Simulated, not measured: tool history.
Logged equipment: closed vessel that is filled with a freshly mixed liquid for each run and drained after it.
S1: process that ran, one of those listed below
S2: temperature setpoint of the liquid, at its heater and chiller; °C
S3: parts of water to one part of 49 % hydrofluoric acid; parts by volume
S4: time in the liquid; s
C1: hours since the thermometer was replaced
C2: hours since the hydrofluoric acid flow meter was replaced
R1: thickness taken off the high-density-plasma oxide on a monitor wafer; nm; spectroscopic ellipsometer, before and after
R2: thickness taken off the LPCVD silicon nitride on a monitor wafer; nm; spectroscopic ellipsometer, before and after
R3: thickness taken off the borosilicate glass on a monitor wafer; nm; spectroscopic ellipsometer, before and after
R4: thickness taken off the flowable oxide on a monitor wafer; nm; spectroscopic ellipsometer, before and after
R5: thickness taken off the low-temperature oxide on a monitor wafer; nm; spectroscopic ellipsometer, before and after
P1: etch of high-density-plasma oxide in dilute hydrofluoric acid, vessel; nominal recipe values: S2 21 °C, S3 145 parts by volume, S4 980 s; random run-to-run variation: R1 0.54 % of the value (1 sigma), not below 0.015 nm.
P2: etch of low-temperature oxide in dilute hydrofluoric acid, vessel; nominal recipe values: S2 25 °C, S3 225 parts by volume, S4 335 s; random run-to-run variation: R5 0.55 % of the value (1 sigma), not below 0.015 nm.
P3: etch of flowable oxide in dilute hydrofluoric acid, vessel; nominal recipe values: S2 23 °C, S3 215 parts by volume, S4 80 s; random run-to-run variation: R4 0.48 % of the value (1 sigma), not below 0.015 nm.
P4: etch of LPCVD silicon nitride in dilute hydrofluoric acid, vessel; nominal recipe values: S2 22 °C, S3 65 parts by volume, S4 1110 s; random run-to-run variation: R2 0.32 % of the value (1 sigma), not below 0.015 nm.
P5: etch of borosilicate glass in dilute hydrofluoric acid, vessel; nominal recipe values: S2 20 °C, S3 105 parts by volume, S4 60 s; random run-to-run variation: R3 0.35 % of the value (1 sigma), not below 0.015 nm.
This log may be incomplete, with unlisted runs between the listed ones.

Run 1, hour 15.4: S1 P1, S2 21 °C, S3 145 parts by volume, S4 980 s; C1 519.4; C2 186.5. Result: R1 30.225 nm.
Run 2, hour 30.9: S1 P1, S2 21 °C, S3 245 parts by volume, S4 305 s; C1 534.9; C2 202. Result: R1 5.0665 nm.
Run 3, hour 39.3: S1 P1, S2 21 °C, S3 145 parts by volume, S4 980 s; C1 543.3; C2 210.4. Result: R1 29.916 nm.
Run 4, hour 52.2: S1 P4, S2 22 °C, S3 40 parts by volume, S4 1110 s; C1 556.2; C2 223.3. Result: R2 12.389 nm.
Run 5, hour 68: S1 P1, S2 21 °C, S3 145 parts by volume, S4 1840 s; C1 572; C2 239.1. Result: R1 56.435 nm.
Run 6, hour 77.5: S1 P5, S2 20 °C, S3 105 parts by volume, S4 60 s; C1 581.5; C2 248.6. Result: R3 14.077 nm.
Run 7, hour 85.2: S1 P1, S2 21 °C, S3 35 parts by volume, S4 1810 s; C1 589.2; C2 256.3. Result: R1 259.93 nm.
Run 8, hour 95.5: S1 P1, S2 21 °C, S3 145 parts by volume, S4 980 s; C1 599.5; C2 266.6. Result: R1 30.043 nm.
Run 9, hour 105.1: S1 P4, S2 30 °C, S3 65 parts by volume, S4 1110 s; C1 609.1; C2 276.2. Result: R2 13.122 nm.
Run 10, hour 120.9: S1 P5, S2 24 °C, S3 105 parts by volume, S4 60 s; C1 624.9; C2 292. Result: R3 16.591 nm.
Run 11, hour 128.3: S1 P1, S2 27.5 °C, S3 145 parts by volume, S4 980 s; C1 632.3; C2 299.4. Result: R1 38.612 nm.
Run 12, hour 138.1: S1 P3, S2 23 °C, S3 215 parts by volume, S4 80 s; C1 642.1; C2 309.2. Result: R4 15.306 nm.
Run 13, hour 153.2: S1 P2, S2 18 °C, S3 225 parts by volume, S4 335 s; C1 657.2; C2 324.3. Result: R5 14.066 nm.
Run 14, hour 163.8: S1 P2, S2 25 °C, S3 225 parts by volume, S4 335 s; C1 667.8; C2 334.9. Result: R5 18.544 nm.
Run 15, hour 177.6: S1 P2, S2 25 °C, S3 305 parts by volume, S4 335 s; C1 681.6; C2 348.7. Result: R5 12.642 nm.
Run 16, hour 190.1: S1 P3, S2 17.5 °C, S3 215 parts by volume, S4 80 s; C1 694.1; C2 361.2. Result: R4 12.403 nm.
Run 17, hour 197.9: S1 P4, S2 22 °C, S3 65 parts by volume, S4 1110 s; C1 701.9; C2 369. Result: R2 7.7729 nm.
Run 18, hour 210.9: S1 P4, S2 22 °C, S3 65 parts by volume, S4 370 s; C1 714.9; C2 382. Result: R2 2.5688 nm.
Run 19, hour 218.6: S1 P1, S2 21 °C, S3 145 parts by volume, S4 295 s; C1 722.6; C2 389.7. Result: R1 9.0772 nm.
Run 20, hour 231.3: S1 P2, S2 25 °C, S3 225 parts by volume, S4 610 s; C1 735.3; C2 402.4. Result: R5 33.572 nm.
Run 21, hour 242.6: S1 P5, S2 20 °C, S3 105 parts by volume, S4 30 s; C1 746.6; C2 413.7. Result: R3 7.0169 nm.
Run 22, hour 256: S1 P1, S2 17 °C, S3 145 parts by volume, S4 980 s; C1 760; C2 427.1. Result: R1 25.639 nm.
Run 23, hour 264.6: S1 P1, S2 21 °C, S3 230 parts by volume, S4 980 s; C1 768.6; C2 435.7. Result: R1 17.384 nm.
Run 24, hour 276.5: S1 P1, S2 21 °C, S3 145 parts by volume, S4 980 s; C1 780.5; C2 447.6. Result: R1 30.259 nm.
Run 25, hour 289.6: S1 P1, S2 21 °C, S3 145 parts by volume, S4 980 s; C1 793.6; C2 460.7. Result: R1 30.358 nm.
Run 26, hour 299: S1 P5, S2 20 °C, S3 150 parts by volume, S4 60 s; C1 803; C2 470.1. Result: R3 9.4019 nm.
Run 27, hour 307.8: S1 P1, S2 21 °C, S3 145 parts by volume, S4 980 s; C1 811.8; C2 478.9. Result: R1 30.269 nm.
Run 28, hour 323.2: S1 P3, S2 23 °C, S3 385 parts by volume, S4 80 s; C1 827.2; C2 494.3. Result: R4 7.3164 nm.
Run 29, hour 336.7: S1 P1, S2 21 °C, S3 55 parts by volume, S4 980 s; C1 840.7; C2 507.8. Result: R1 87.65 nm.
Run 30, hour 346.7: S1 P3, S2 23 °C, S3 215 parts by volume, S4 130 s; C1 850.7; C2 517.8. Result: R4 25.066 nm.
Run 31, hour 353.9: S1 P2, S2 25 °C, S3 225 parts by volume, S4 335 s; C1 857.9; C2 525. Result: R5 18.67 nm.
Run 32, hour 362.8: S1 P3, S2 23 °C, S3 215 parts by volume, S4 80 s; C1 866.8; C2 533.9. Result: R4 15.372 nm.
Run 33, hour 373.6: S1 P1, S2 21 °C, S3 145 parts by volume, S4 980 s; C1 877.6; C2 544.7. Result: R1 30.403 nm.
Run 34, hour 385.2: S1 P1, S2 21 °C, S3 145 parts by volume, S4 980 s; C1 889.2; C2 556.3. Result: R1 31.33 nm.
Run 35, hour 395.6: S1 P1, S2 21 °C, S3 145 parts by volume, S4 980 s; C1 899.6; C2 566.7. Result: R1 31.46 nm.
Run 36, hour 411.4: S1 P1, S2 21 °C, S3 145 parts by volume, S4 980 s; C1 915.4; C2 582.5. Result: R1 31.804 nm.
Run 37, hour 421.2: S1 P1, S2 21 °C, S3 145 parts by volume, S4 980 s; C1 925.2; C2 592.3. Result: R1 32.104 nm.
Run 38, hour 433.7: S1 P1, S2 21 °C, S3 145 parts by volume, S4 980 s; C1 937.7; C2 604.8. Result: R1 32.189 nm.
Run 39, hour 440.7: S1 P1, S2 21 °C, S3 145 parts by volume, S4 980 s; C1 944.7; C2 611.8. Result: R1 31.99 nm.
Run 40, hour 448.9: S1 P1, S2 21 °C, S3 145 parts by volume, S4 980 s; C1 952.9; C2 620. Result: R1 32.232 nm.
Run 41, hour 462.9: S1 P1, S2 21 °C, S3 145 parts by volume, S4 980 s; C1 966.9; C2 634. Result: R1 31.869 nm.

P1 no longer gives what it gave before; its output has crept away from where it was. The following 2 causes, each at its listed size, fit the log equally well:
A: hydrofluoric acid flow above the setpoint (%) = 5.63
B: liquid hotter than its thermometer reads (K) = 1.61
The gradual shift began around hour 373.6.

Each of the 4 check runs below uses one wafer; its results are left as question marks. Which run tells the causes apart?
Run check 1, hour 476.9: S1 P2, S2 19 °C, S3 225 parts by volume, S4 335 s. Result: R5 ?.
Run check 2, hour 476.9: S1 P5, S2 23.5 °C, S3 105 parts by volume, S4 60 s. Result: R3 ?.
Run check 3, hour 476.9: S1 P4, S2 27.5 °C, S3 65 parts by volume, S4 1110 s. Result: R2 ?.
Run check 4, hour 476.9: S1 P3, S2 20 °C, S3 215 parts by volume, S4 125 s. Result: R4 ?.

Expected result of each check under each candidate cause:
  check  result    if A    if B
check 1      R5   15.79  15.718
check 2      R3   17.28  17.311
check 3      R2  11.806  12.414
check 4      R4  22.844  22.734
Separation of the two closest causes in each check, using whichever result separates them best: check 1 0.46 %; check 2 0.18 %; check 3 5.02 %; check 4 0.48 %
Check 3 is the one run that separates the causes; every other check would come out nearly the same whichever cause is at work.

With check 3 done, the readings were: R2 12.39 nm. Identify which of the listed causes applies.

The correct cause is B, namely: liquid hotter than its thermometer reads (K).

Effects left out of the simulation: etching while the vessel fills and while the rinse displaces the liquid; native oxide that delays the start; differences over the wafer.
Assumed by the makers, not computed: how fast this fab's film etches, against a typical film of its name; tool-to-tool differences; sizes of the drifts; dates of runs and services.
